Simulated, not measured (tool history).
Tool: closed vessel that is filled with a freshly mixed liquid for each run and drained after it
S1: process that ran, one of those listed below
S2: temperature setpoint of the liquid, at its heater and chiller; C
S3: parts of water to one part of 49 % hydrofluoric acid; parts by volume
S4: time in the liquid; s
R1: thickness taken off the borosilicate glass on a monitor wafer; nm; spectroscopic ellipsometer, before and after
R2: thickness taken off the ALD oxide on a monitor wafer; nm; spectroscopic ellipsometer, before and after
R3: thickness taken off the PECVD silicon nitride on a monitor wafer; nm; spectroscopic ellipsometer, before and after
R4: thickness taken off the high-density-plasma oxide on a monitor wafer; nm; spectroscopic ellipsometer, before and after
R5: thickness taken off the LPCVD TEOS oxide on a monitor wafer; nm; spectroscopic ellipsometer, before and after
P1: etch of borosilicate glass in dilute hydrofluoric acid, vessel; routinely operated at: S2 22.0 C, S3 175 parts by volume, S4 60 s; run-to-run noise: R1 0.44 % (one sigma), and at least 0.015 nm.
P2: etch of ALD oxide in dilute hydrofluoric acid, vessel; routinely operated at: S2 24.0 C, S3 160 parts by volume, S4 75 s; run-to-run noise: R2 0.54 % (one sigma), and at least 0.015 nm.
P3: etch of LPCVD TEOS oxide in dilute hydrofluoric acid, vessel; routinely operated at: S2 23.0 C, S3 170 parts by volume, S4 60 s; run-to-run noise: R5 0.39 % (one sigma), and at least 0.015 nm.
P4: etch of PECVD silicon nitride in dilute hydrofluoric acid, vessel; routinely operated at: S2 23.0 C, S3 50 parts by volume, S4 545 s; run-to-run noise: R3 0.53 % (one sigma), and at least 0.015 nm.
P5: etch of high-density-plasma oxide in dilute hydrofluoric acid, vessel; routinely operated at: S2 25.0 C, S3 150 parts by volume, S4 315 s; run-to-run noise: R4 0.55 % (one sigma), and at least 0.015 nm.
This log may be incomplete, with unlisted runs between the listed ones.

run,hour,S1,S2,S3,S4,R1,R2,R3,R4,R5
1,17.0,P1,22.0,175,60,10.1480,,,,
2,33.9,P1,22.0,175,60,10.0890,,,,
3,50.4,P1,22.0,65,60,30.8850,,,,
4,68.1,P1,22.0,175,90,15.1690,,,,
5,77.0,P2,24.0,160,35,,2.2644,,,
6,95.2,P4,23.0,50,30,,,0.92888,,
7,108.2,P1,22.0,110,30,8.6769,,,,
8,121.6,P5,25.0,150,315,,,,13.2300,
9,136.7,P1,22.0,175,60,10.0590,,,,
10,144.9,P3,23.0,170,60,,,,,15.8840
11,160.7,P1,22.0,175,30,5.0261,,,,
12,169.9,P1,29.0,175,60,13.0630,,,,
13,178.1,P3,23.0,170,60,,,,,16.0030
14,195.8,P2,24.0,45,75,,19.8810,,,
15,204.9,P3,30.0,170,60,,,,,20.4370
16,219.8,P1,22.0,175,60,10.1160,,,,
17,235.3,P5,17.5,150,315,,,,9.8946,
18,253.8,P4,23.0,50,545,,,17.08000,,
19,272.8,P1,22.0,265,60,6.0942,,,,
20,289.1,P1,17.5,175,60,8.4339,,,,
21,302.0,P1,22.0,60,35,19.5980,,,,
22,317.8,P4,23.0,20,545,,,41.57900,,
23,336.6,P3,23.0,260,60,,,,,9.4712
24,350.9,P5,25.0,150,315,,,,13.3300,
25,359.7,P2,24.0,160,75,,4.8413,,,
26,377.7,P1,22.0,175,60,10.0800,,,,
27,392.8,P5,25.0,150,70,,,,2.9230,
28,403.0,P4,28.0,50,545,,,23.81700,,
29,417.1,P3,23.0,170,90,,,,,23.7760
30,434.2,P1,22.0,55,35,21.5410,,,,
31,453.1,P1,22.0,175,60,10.0700,,,,
32,471.9,P2,20.0,160,75,,4.1687,,,
33,481.6,P5,25.0,35,315,,,,66.0040,
34,491.2,P1,22.0,175,60,10.0260,,,,
35,509.5,P1,22.0,175,60,10.4410,,,,
36,527.3,P1,22.0,175,60,10.6200,,,,
37,536.4,P1,22.0,175,60,10.7690,,,,
38,555.1,P1,22.0,175,60,10.9180,,,,
39,569.8,P1,22.0,175,60,11.0640,,,,
40,581.4,P1,22.0,175,60,11.0930,,,,
41,598.6,P1,22.0,175,60,10.9940,,,,
42,608.5,P1,22.0,175,60,11.0150,,,,
43,625.2,P1,22.0,175,60,11.1250,,,,
44,637.4,P1,22.0,175,60,11.0190,,,,
45,649.1,P1,22.0,175,60,11.0250,,,,

P1 no longer gives what it gave before; its output has crept away from where it was. The following 2 causes, each at its listed size, fit the log equally well:
A: liquid hotter than its thermometer reads (K) = 2.43
B: hydrofluoric acid flow above the setpoint (%) = 8.1
The gradual shift began around hour 491.2.

Each of the 4 check runs below uses one wafer; its results are left as question marks. Which run tells the causes apart?
check 1,660.8,P3,29.5,170,60,,,,,?
check 2,660.8,P2,24.0,65,45,,?,,,
check 3,660.8,P5,17.5,150,315,,,,?,
check 4,660.8,P4,27.5,20,545,,,?,,

Check results expected under each cause:
check,result,if A,if B
check 1,R5,22.0620,22.2570
check 2,R2,8.8354,8.7159
check 3,R4,10.9170,10.8200
check 4,R3,66.24400,60.73300
Gap, in per cent, between the two causes that each check separates least, read from the result that separates them most: check 1 0.88 %; check 2 1.36 %; check 3 0.89 %; check 4 8.69 %
Check 4 distinguishes between the causes, while the remaining checks would return nearly the same result for all of them.

Check 4 was carried out, with these results: R3 66.13900 nm. Which of the listed causes is responsible?

A is the cause: liquid hotter than its thermometer reads (K).
